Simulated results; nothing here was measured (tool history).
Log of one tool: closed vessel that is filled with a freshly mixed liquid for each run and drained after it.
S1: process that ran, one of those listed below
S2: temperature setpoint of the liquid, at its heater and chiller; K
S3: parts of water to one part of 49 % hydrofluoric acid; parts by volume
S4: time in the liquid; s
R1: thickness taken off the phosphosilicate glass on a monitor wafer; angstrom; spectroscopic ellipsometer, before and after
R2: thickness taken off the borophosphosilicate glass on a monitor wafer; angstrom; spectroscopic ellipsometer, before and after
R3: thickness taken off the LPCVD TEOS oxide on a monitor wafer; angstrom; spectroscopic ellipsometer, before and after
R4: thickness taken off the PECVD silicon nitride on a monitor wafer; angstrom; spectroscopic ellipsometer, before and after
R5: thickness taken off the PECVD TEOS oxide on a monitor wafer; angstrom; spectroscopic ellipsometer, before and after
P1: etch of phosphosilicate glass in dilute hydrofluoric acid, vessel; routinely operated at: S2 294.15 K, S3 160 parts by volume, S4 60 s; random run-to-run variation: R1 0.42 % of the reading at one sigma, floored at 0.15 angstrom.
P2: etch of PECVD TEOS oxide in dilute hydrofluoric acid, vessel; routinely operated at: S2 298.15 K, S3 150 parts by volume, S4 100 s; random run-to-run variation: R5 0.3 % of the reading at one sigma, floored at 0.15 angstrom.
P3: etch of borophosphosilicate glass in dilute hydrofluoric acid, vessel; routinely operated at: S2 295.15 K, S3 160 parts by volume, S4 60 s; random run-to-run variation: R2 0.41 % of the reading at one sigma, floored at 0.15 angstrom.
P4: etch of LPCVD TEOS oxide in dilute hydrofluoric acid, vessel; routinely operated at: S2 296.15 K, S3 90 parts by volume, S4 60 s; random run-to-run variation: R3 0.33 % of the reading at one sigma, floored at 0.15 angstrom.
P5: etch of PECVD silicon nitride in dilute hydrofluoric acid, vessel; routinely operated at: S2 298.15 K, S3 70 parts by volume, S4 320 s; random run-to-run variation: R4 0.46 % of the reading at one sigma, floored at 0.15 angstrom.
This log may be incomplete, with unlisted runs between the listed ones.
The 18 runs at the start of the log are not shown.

Run 19, hour 212.7: S1 P4, S2 296.15 K, S3 130 parts by volume, S4 60 s. Result: R3 133.52 angstrom.
Run 20, hour 225.3: S1 P5, S2 298.15 K, S3 70 parts by volume, S4 320 s. Result: R4 240.580 angstrom.
Run 21, hour 237.0: S1 P5, S2 298.15 K, S3 20 parts by volume, S4 320 s. Result: R4 804.210 angstrom.
Run 22, hour 246.5: S1 P5, S2 298.15 K, S3 70 parts by volume, S4 35 s. Result: R4 26.434 angstrom.
Run 23, hour 258.5: S1 P5, S2 298.15 K, S3 70 parts by volume, S4 320 s. Result: R4 239.330 angstrom.
Run 24, hour 266.3: S1 P1, S2 294.15 K, S3 85 parts by volume, S4 60 s. Result: R1 1139.00 angstrom.
Run 25, hour 278.2: S1 P2, S2 298.15 K, S3 150 parts by volume, S4 100 s. Result: R5 153.680 angstrom.
Run 26, hour 288.4: S1 P1, S2 290.15 K, S3 160 parts by volume, S4 60 s. Result: R1 470.21 angstrom.
At hour 299.5: thermometer replaced.
Run 27, hour 302.4: S1 P2, S2 298.15 K, S3 150 parts by volume, S4 30 s. Result: R5 46.161 angstrom.
Run 28, hour 309.9: S1 P1, S2 294.15 K, S3 270 parts by volume, S4 30 s. Result: R1 147.85 angstrom.
Run 29, hour 320.9: S1 P1, S2 294.15 K, S3 160 parts by volume, S4 60 s. Result: R1 549.96 angstrom.
Run 30, hour 333.4: S1 P1, S2 294.15 K, S3 160 parts by volume, S4 60 s. Result: R1 554.29 angstrom.
Run 31, hour 346.4: S1 P1, S2 294.15 K, S3 160 parts by volume, S4 60 s. Result: R1 551.80 angstrom.
Run 32, hour 353.3: S1 P1, S2 294.15 K, S3 160 parts by volume, S4 60 s. Result: R1 553.42 angstrom.
Run 33, hour 362.0: S1 P1, S2 294.15 K, S3 160 parts by volume, S4 60 s. Result: R1 569.48 angstrom.
Run 34, hour 375.3: S1 P1, S2 294.15 K, S3 160 parts by volume, S4 60 s. Result: R1 580.28 angstrom.
Run 35, hour 382.4: S1 P1, S2 294.15 K, S3 160 parts by volume, S4 60 s. Result: R1 584.09 angstrom.
Run 36, hour 395.8: S1 P1, S2 294.15 K, S3 160 parts by volume, S4 60 s. Result: R1 588.34 angstrom.

Expected results for the next run?
Run 37, hour 407.8: S1 P1, S2 294.15 K, S3 160 parts by volume, S4 60 s. Result: R1 ?.

For run 37 the tool returned R1 586.99 angstrom.

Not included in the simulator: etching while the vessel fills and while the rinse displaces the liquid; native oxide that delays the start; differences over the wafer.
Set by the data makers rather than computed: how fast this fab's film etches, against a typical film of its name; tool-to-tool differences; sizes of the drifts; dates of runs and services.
